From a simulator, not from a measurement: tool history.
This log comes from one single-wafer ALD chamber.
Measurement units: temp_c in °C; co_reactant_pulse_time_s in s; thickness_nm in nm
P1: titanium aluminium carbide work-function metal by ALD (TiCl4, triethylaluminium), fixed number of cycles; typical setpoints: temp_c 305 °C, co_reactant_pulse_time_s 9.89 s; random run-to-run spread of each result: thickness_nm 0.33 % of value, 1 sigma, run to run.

run,day,temp_c,co_reactant_pulse_time_s,thickness_nm
1,0.562,305,9.89,2.0801
2,1.171,305,9.89,2.0822
3,1.933,305,9.89,2.0737
4,2.625,305,9.89,2.0793
5,3.229,283,9.89,1.8840
6,3.821,305,13.15,2.1382
7,4.479,305,9.89,2.0834
8,4.962,305,3.93,1.5949
9,5.396,295,15.15,2.0475
10,6.192,305,9.89,2.0756
11,6.725,328,9.89,2.2855
12,7.458,305,9.89,2.0811
13,8.200,305,9.89,2.0737
14,8.812,305,9.89,2.0612
15,9.529,305,9.89,2.0562
16,9.888,305,9.89,2.0615
17,10.296,305,9.89,2.0450
18,11.029,305,9.89,2.0549
19,11.783,305,9.89,2.0486
20,12.362,305,9.89,2.0405
21,12.800,305,9.89,2.0464
22,13.454,305,9.89,2.0458
23,13.975,305,9.89,2.0486

Compared with where it was, what P1 gives has crept away. Each cause listed below fits the log as well as the rest, at the size given for it:
A: wafer temperature below the value expected at the setpoint (K) = 4.36
B: triethylaluminium dose below that of a fresh bottle (%) = 12.7
The creep began at about day 7.458.

Each of the 4 check runs below uses one wafer; its results are left as question marks. Which run tells the causes apart?
check 1,14.496,287,9.89,?
check 2,14.496,288,9.89,?
check 3,14.496,305,4.93,?
check 4,14.496,323,9.89,?

What each check would give under each cause:
check,result,if A,if B
check 1,thickness_nm,1.8847,1.8871
check 2,thickness_nm,1.8934,1.8957
check 3,thickness_nm,1.7266,1.6646
check 4,thickness_nm,2.2034,2.2010
Per check, the gap between the least separated pair of causes, taken in the result that splits them most: check 1 0.13 %; check 2 0.12 %; check 3 3.66 %; check 4 0.11 %
The causes can be told apart only by check 3. The other checks would give nearly the same results under each of them.

Running check 3 produced the following: thickness_nm 1.7220 nm. Which one of the listed causes fits?

The correct cause is A, namely: wafer temperature below the value expected at the setpoint (K).

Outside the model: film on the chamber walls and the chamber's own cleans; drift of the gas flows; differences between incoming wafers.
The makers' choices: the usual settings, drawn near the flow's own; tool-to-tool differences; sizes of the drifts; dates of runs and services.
